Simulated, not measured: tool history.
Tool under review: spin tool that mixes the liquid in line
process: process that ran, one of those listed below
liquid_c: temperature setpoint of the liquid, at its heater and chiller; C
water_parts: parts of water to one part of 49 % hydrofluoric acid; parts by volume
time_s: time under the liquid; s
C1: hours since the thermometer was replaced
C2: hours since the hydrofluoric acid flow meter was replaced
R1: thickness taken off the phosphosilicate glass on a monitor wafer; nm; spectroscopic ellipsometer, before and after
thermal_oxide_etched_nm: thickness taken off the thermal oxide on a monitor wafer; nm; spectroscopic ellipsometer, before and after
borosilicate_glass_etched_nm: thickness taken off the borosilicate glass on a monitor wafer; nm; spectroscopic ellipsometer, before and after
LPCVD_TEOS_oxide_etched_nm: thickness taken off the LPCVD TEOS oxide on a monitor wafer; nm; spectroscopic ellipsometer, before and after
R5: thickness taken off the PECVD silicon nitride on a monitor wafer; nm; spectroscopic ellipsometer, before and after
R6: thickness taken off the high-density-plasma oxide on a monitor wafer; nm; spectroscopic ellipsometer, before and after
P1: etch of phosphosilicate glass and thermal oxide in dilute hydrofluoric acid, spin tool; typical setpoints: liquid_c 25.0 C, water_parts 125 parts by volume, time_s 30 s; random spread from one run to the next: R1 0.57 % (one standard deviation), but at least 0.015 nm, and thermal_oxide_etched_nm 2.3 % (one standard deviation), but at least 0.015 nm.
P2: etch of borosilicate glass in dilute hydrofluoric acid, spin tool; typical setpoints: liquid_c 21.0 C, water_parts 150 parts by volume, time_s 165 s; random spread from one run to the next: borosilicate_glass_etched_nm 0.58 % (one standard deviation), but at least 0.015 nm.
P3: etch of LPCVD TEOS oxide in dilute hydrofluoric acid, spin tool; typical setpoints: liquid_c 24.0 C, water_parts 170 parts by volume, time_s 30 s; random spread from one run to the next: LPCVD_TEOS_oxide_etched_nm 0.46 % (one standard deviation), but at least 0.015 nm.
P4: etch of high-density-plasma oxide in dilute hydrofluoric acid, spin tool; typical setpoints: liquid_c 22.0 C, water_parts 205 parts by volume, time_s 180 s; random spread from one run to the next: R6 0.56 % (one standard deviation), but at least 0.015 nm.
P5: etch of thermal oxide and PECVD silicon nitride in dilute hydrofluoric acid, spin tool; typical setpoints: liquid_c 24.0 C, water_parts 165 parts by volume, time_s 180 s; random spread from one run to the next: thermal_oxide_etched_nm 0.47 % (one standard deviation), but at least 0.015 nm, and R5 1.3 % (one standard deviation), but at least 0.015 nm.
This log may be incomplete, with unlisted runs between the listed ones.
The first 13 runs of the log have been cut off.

run 14 day=4.671 | process=P1 liquid_c=25.0 water_parts=125 time_s=15 | C1=651.3 C2=214.8 | R1=15.105 thermal_oxide_etched_nm=0.59365
run 15 day=4.929 | process=P4 liquid_c=22.0 water_parts=365 time_s=180 | C1=657.5 C2=221.0 | R6=1.91140
run 16 day=5.292 | process=P3 liquid_c=24.0 water_parts=170 time_s=30 | C1=666.2 C2=229.7 | LPCVD_TEOS_oxide_etched_nm=4.8155
run 17 day=5.758 | process=P4 liquid_c=22.0 water_parts=205 time_s=180 | C1=677.4 C2=240.9 | R6=3.98020
run 18 day=6.242 | process=P3 liquid_c=19.5 water_parts=170 time_s=30 | C1=689.0 C2=252.5 | LPCVD_TEOS_oxide_etched_nm=4.0394
run 19 day=6.517 | process=P2 liquid_c=21.0 water_parts=150 time_s=20 | C1=695.6 C2=259.1 | borosilicate_glass_etched_nm=3.5083
run 20 day=6.883 | process=P4 liquid_c=22.0 water_parts=205 time_s=15 | C1=704.4 C2=267.9 | R6=0.31943
run 21 day=7.188 | process=P1 liquid_c=32.0 water_parts=125 time_s=30 | C1=711.7 C2=275.2 | R1=39.576 thermal_oxide_etched_nm=1.50080
run 22 day=7.412 | process=P1 liquid_c=18.5 water_parts=125 time_s=30 | C1=717.1 C2=280.6 | R1=23.318 thermal_oxide_etched_nm=0.86338
run 23 day=7.771 | process=P5 liquid_c=30.5 water_parts=165 time_s=180 | C1=725.7 C2=289.2 | thermal_oxide_etched_nm=5.65900 R5=2.8358
run 24 day=8.238 | process=P3 liquid_c=24.0 water_parts=80 time_s=30 | C1=736.9 C2=300.4 | LPCVD_TEOS_oxide_etched_nm=11.4310

Run 25 is up next; what results do you expect?
run 25 day=8.492 | process=P5 liquid_c=24.0 water_parts=165 time_s=305 | C1=743.0 C2=306.5 | thermal_oxide_etched_nm=? R5=?

thermal_oxide_etched_nm: 7.67050 nm
R5: 3.1721 nm

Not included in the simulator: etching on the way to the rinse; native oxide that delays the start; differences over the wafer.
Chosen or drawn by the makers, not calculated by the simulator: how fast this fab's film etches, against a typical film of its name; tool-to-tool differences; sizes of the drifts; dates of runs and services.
